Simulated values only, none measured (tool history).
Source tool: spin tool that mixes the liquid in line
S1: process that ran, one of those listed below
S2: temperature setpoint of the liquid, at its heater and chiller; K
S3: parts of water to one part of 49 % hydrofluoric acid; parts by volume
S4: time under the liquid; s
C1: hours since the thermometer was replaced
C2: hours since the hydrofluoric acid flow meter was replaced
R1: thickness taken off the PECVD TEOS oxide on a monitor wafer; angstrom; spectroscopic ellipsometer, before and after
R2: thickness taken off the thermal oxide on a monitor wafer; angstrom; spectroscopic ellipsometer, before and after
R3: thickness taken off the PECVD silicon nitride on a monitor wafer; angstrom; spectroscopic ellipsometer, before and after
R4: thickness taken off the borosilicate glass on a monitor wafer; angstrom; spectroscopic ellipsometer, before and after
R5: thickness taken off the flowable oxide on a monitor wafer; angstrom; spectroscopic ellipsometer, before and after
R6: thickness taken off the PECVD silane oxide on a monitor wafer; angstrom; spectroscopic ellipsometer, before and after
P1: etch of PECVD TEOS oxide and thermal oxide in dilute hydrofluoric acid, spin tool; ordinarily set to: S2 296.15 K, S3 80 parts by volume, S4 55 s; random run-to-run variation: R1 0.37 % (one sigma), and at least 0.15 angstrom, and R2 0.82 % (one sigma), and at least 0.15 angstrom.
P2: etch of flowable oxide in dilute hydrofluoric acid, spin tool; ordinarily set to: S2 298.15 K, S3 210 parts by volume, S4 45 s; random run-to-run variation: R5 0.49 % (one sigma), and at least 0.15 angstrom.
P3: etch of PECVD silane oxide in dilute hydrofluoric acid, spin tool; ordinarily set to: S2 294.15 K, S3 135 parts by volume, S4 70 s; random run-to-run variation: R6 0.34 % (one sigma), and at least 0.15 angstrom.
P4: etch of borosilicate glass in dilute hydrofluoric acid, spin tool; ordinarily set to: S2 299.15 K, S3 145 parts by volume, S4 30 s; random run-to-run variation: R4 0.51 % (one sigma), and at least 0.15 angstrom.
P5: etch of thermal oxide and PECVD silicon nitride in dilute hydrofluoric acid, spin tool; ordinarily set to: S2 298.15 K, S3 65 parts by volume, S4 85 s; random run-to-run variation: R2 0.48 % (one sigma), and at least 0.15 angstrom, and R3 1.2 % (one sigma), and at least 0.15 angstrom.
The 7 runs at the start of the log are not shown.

run    day  S1      S2   S3  S4     C1     C2       R1       R2       R3       R4       R5      R6
  8  1.996  P2  298.15   35  45  478.7  289.3                                      386.740
  9  2.208  P5  298.15   65  30  483.8  294.4           22.2860   8.4256
 10  2.358  P4  299.15  145  30  487.4  298.0                             101.160
 11  2.612  P5  298.15  115  85  493.5  304.1           33.7430  13.5250
 12  2.817  P1  290.15   80  55  498.4  309.0   71.921  26.0610
 13  3.075  P1  296.15   80  55  504.6  315.2   91.534  32.7200
 14  3.350  P1  296.15   80  15  511.2  321.8   24.698   9.1018
 15  3.633  P4  299.15  145  15  518.0  328.6                              50.777
 16  3.867  P2  298.15  210  45  523.6  334.2                                       51.597
 17  4.125  P3  294.15  135  70  529.8  340.4                                               66.841
 18  4.288  P3  294.15  135  40  533.7  344.3                                               38.373
 19  4.517  P3  299.65  135  70  539.2  349.8                                               82.896
 20  4.771  P1  301.65   80  55  545.3  355.9  113.010  41.0440

Run 21, settings as shown, results not yet in. Your forecast:
 21  5.000  P1  296.15  80  55  550.8  361.4   ?   ?

Run 21 produced R1 91.241 angstrom, R2 32.8400 angstrom.

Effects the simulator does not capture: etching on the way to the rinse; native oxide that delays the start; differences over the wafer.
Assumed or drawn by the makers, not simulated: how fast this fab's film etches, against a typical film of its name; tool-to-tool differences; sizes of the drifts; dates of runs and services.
